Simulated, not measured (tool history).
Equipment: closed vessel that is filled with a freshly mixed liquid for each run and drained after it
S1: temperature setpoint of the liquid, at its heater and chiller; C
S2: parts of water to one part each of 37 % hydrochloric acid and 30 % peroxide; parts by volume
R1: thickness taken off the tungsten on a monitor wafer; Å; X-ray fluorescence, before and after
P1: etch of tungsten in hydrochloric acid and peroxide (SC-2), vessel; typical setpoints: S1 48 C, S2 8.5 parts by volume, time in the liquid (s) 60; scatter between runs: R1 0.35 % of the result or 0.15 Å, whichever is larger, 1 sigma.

{"run": 1, "hour": 6.0, "S1": 48, "S2": 8.5, "time in the liquid (s)": 60, "R1": 190.61}
{"run": 2, "hour": 11.4, "S1": 64, "S2": 8.5, "time in the liquid (s)": 60, "R1": 535.56}
{"run": 3, "hour": 16.2, "S1": 48, "S2": 12, "time in the liquid (s)": 30, "R1": 71.217}
{"run": 4, "hour": 23.8, "S1": 48, "S2": 8.5, "time in the liquid (s)": 60, "R1": 189.8}
{"run": 5, "hour": 29.0, "S1": 48, "S2": 8.5, "time in the liquid (s)": 60, "R1": 190.7}
{"run": 6, "hour": 35.3, "S1": 48, "S2": 8.5, "time in the liquid (s)": 110, "R1": 349.16}
{"run": 7, "hour": 40.0, "S1": 48, "S2": 8.5, "time in the liquid (s)": 30, "R1": 95.109}
{"run": 8, "hour": 48.1, "S1": 48, "S2": 14.5, "time in the liquid (s)": 60, "R1": 121.02}
{"run": 9, "hour": 57.7, "S1": 54.5, "S2": 8.5, "time in the liquid (s)": 110, "R1": 539.26}
{"run": 10, "hour": 63.2, "S1": 48, "S2": 4, "time in the liquid (s)": 60, "R1": 334.35}
{"run": 11, "hour": 68.5, "S1": 48, "S2": 8.5, "time in the liquid (s)": 60, "R1": 190.18}
{"hour": 73.9, "done": "new drum of peroxide connected"}
{"run": 12, "hour": 74.8, "S1": 48, "S2": 8.5, "time in the liquid (s)": 60, "R1": 190.86}
{"run": 13, "hour": 83.7, "S1": 48, "S2": 8.5, "time in the liquid (s)": 60, "R1": 190.45}
{"run": 14, "hour": 94.2, "S1": 35, "S2": 8.5, "time in the liquid (s)": 60, "R1": 76.364}

Run 15 has not been measured yet. What should we expect?
{"run": 15, "hour": 104.3, "S1": 48, "S2": 8.5, "time in the liquid (s)": 60, "R1": "?"}

Run 15 yielded R1 189.52 Å.

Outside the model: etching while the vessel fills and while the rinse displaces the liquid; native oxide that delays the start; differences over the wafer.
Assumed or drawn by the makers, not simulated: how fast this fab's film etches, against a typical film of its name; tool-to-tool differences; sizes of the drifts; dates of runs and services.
